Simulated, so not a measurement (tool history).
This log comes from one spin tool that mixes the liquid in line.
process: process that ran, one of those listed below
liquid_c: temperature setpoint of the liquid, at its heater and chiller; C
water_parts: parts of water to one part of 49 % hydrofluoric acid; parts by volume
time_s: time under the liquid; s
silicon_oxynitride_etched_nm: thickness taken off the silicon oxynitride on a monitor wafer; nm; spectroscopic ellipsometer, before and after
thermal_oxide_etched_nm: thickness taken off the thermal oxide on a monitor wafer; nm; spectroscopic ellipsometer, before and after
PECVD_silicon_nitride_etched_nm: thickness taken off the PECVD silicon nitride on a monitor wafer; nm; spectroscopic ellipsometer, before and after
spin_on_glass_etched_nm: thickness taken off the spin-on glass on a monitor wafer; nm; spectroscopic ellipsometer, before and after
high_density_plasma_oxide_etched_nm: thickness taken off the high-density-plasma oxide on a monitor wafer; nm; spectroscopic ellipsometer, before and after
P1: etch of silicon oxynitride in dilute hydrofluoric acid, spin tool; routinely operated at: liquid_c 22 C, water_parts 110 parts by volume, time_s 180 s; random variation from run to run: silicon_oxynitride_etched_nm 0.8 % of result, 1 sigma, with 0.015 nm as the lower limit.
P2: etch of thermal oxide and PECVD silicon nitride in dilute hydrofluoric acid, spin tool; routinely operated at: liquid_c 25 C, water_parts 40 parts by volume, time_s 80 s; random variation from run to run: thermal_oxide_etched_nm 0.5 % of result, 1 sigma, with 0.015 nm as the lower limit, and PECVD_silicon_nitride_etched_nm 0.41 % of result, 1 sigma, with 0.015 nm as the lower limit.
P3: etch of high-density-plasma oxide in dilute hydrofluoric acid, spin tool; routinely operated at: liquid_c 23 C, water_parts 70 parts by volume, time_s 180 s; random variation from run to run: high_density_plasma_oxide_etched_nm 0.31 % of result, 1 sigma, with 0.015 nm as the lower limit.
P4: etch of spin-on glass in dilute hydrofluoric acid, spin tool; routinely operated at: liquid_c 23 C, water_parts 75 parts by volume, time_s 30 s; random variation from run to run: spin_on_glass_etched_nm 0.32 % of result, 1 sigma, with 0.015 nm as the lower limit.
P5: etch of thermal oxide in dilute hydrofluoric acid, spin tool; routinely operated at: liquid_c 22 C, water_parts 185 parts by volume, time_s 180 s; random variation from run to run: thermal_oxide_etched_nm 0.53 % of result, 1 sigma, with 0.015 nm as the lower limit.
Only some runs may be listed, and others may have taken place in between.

run   hour  process  liquid_c  water_parts  time_s  silicon_oxynitride_etched_nm  thermal_oxide_etched_nm  PECVD_silicon_nitride_etched_nm  spin_on_glass_etched_nm  high_density_plasma_oxide_etched_nm
  1    6.5       P1        22          110     180                        2.9296
  2   14.2       P5        22          185     340                                                 7.4411
  3   19.3       P5        22           40     180                                                  21.52
  4   24.8       P2        25           20      80                                                 22.073                           23.622
      28.6  -- hydrofluoric acid flow meter replaced
  5   30.9       P2        25           40      80                                                 10.763                           12.225
  6   38.9       P1        22          110     180                        2.9789
  7   48.5       P1        22           25     180                        13.825
  8   57.9       P2        25           40      80                                                 10.741                           12.189
  9   65.9       P4        23           75      55                                                                                                            26.28
 10   73.7       P5        17          185     180                                                 3.2315
 11     79       P5        22          185     180                                                 3.9446
 12   88.9       P1      27.5          110     180                        3.8629
 13   97.1       P4      18.5           75      30                                                                                                            11.79
 14  102.8       P4        23           75      30                                                                                                           14.247
 15  113.8       P1        17          110     180                        2.3113
 16    119       P1        22          110      55                       0.92915
 17  126.6       P2        19           40      80                                                 8.3315                           8.0615
 18  135.8       P1        28          110     320                        7.0357
 19  142.4       P3        18           70     180                                                                                                                                                10.962
 20  153.3       P1        22          110     180                        2.9767
 21  161.1       P1        17           40     180                        6.6818
 22  169.1       P4        23           20      30                                                                                                           57.272

Run 23 comes next. What will it give?
 23  177.6       P1        22          155      15                             ?

Logged for run 23: silicon_oxynitride_etched_nm 0.15556 nm.
